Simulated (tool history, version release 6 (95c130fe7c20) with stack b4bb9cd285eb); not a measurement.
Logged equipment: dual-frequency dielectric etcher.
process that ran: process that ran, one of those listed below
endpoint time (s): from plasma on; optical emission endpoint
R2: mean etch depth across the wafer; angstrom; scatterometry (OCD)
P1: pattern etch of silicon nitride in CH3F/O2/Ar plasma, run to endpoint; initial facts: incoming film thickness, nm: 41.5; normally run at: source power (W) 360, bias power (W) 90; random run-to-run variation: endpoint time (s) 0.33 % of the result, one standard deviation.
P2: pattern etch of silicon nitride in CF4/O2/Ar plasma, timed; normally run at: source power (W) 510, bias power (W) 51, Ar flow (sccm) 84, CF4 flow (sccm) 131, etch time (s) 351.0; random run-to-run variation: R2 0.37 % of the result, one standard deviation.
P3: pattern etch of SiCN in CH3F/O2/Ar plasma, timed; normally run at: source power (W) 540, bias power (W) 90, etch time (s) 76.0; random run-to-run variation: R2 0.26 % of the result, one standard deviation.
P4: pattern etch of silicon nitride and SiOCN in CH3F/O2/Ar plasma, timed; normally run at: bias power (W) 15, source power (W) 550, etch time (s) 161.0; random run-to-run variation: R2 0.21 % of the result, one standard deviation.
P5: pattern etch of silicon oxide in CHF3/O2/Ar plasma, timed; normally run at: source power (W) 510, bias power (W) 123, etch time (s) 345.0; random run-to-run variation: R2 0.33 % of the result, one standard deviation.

run 1 hour=6.0 | process_that_ran=P1 source_power_(W)=360 bias_power_(W)=90 | endpoint_time_(s)=57.919
run 2 hour=10.6 | process_that_ran=P4 source_power_(W)=550 bias_power_(W)=15 etch_time_(s)=161.0 | R2=208.44
run 3 hour=18.7 | process_that_ran=P5 source_power_(W)=510 bias_power_(W)=123 etch_time_(s)=345.0 | R2=5734.90
run 4 hour=25.0 | process_that_ran=P1 source_power_(W)=490 bias_power_(W)=75 | endpoint_time_(s)=55.043
run 5 hour=29.7 | process_that_ran=P2 source_power_(W)=610 bias_power_(W)=51 etch_time_(s)=351.0 Ar_flow_(sccm)=84 CF4_flow_(sccm)=131 | R2=8278.20
run 6 hour=34.3 | process_that_ran=P2 source_power_(W)=510 bias_power_(W)=51 etch_time_(s)=351.0 Ar_flow_(sccm)=84 CF4_flow_(sccm)=131 | R2=7039.80
run 7 hour=38.7 | process_that_ran=P3 source_power_(W)=540 bias_power_(W)=90 etch_time_(s)=76.0 | R2=352.11
run 8 hour=47.4 | process_that_ran=P4 source_power_(W)=550 bias_power_(W)=21 etch_time_(s)=161.0 | R2=240.02
run 9 hour=55.3 | process_that_ran=P4 source_power_(W)=360 bias_power_(W)=15 etch_time_(s)=161.0 | R2=179.51
run 10 hour=61.3 | process_that_ran=P1 source_power_(W)=360 bias_power_(W)=118 | endpoint_time_(s)=52.470
run 11 hour=70.3 | process_that_ran=P4 source_power_(W)=550 bias_power_(W)=15 etch_time_(s)=161.0 | R2=208.13
run 12 hour=75.2 | process_that_ran=P1 source_power_(W)=360 bias_power_(W)=90 | endpoint_time_(s)=57.676
run 13 hour=80.8 | process_that_ran=P2 source_power_(W)=510 bias_power_(W)=51 etch_time_(s)=351.0 Ar_flow_(sccm)=84 CF4_flow_(sccm)=131 | R2=6998.50
run 14 hour=85.7 | process_that_ran=P1 source_power_(W)=280 bias_power_(W)=90 | endpoint_time_(s)=63.726
run 15 hour=90.9 | process_that_ran=P3 source_power_(W)=310 bias_power_(W)=90 etch_time_(s)=76.0 | R2=285.85
run 16 hour=96.6 | process_that_ran=P1 source_power_(W)=360 bias_power_(W)=53 | endpoint_time_(s)=69.646
run 17 hour=104.2 | process_that_ran=P1 source_power_(W)=360 bias_power_(W)=90 | endpoint_time_(s)=57.808
run 18 hour=109.6 | process_that_ran=P3 source_power_(W)=540 bias_power_(W)=90 etch_time_(s)=59.0 | R2=273.56
run 19 hour=116.0 | process_that_ran=P2 source_power_(W)=510 bias_power_(W)=51 etch_time_(s)=351.0 Ar_flow_(sccm)=100 CF4_flow_(sccm)=131 | R2=6883.60
run 20 hour=124.8 | process_that_ran=P1 source_power_(W)=360 bias_power_(W)=90 | endpoint_time_(s)=57.844
run 21 hour=129.1 | process_that_ran=P5 source_power_(W)=510 bias_power_(W)=169 etch_time_(s)=345.0 | R2=6380.10
run 22 hour=133.1 | process_that_ran=P1 source_power_(W)=360 bias_power_(W)=90 | endpoint_time_(s)=57.879
run 23 hour=138.2 | process_that_ran=P1 source_power_(W)=300 bias_power_(W)=120 | endpoint_time_(s)=55.859
run 24 hour=146.8 | process_that_ran=P5 source_power_(W)=510 bias_power_(W)=123 etch_time_(s)=345.0 | R2=5732.40
run 25 hour=151.8 | process_that_ran=P1 source_power_(W)=480 bias_power_(W)=90 | endpoint_time_(s)=52.158
run 26 hour=158.2 | process_that_ran=P5 source_power_(W)=730 bias_power_(W)=123 etch_time_(s)=345.0 | R2=6587.10
run 27 hour=163.1 | process_that_ran=P3 source_power_(W)=540 bias_power_(W)=56 etch_time_(s)=76.0 | R2=297.81
run 28 hour=168.0 | process_that_ran=P2 source_power_(W)=510 bias_power_(W)=51 etch_time_(s)=209.5 Ar_flow_(sccm)=84 CF4_flow_(sccm)=131 | R2=4202.40
run 29 hour=175.8 | process_that_ran=P3 source_power_(W)=540 bias_power_(W)=90 etch_time_(s)=76.0 | R2=350.18
run 30 hour=180.0 | process_that_ran=P4 source_power_(W)=550 bias_power_(W)=15 etch_time_(s)=238.0 | R2=308.54
run 31 hour=186.8 | process_that_ran=P5 source_power_(W)=510 bias_power_(W)=123 etch_time_(s)=419.5 | R2=6975.60
run 32 hour=192.7 | process_that_ran=P2 source_power_(W)=510 bias_power_(W)=51 etch_time_(s)=351.0 Ar_flow_(sccm)=84 CF4_flow_(sccm)=166 | R2=7223.20
run 33 hour=197.7 | process_that_ran=P2 source_power_(W)=510 bias_power_(W)=61 etch_time_(s)=351.0 Ar_flow_(sccm)=84 CF4_flow_(sccm)=131 | R2=7519.40
run 34 hour=205.5 | process_that_ran=P1 source_power_(W)=360 bias_power_(W)=90 | endpoint_time_(s)=58.171
run 35 hour=214.4 | process_that_ran=P1 source_power_(W)=360 bias_power_(W)=90 | endpoint_time_(s)=58.531

Expected results for the next run?
run 36 hour=221.5 | process_that_ran=P1 source_power_(W)=360 bias_power_(W)=90 | endpoint_time_(s)=?

Logged for run 36: endpoint time (s) 58.566.

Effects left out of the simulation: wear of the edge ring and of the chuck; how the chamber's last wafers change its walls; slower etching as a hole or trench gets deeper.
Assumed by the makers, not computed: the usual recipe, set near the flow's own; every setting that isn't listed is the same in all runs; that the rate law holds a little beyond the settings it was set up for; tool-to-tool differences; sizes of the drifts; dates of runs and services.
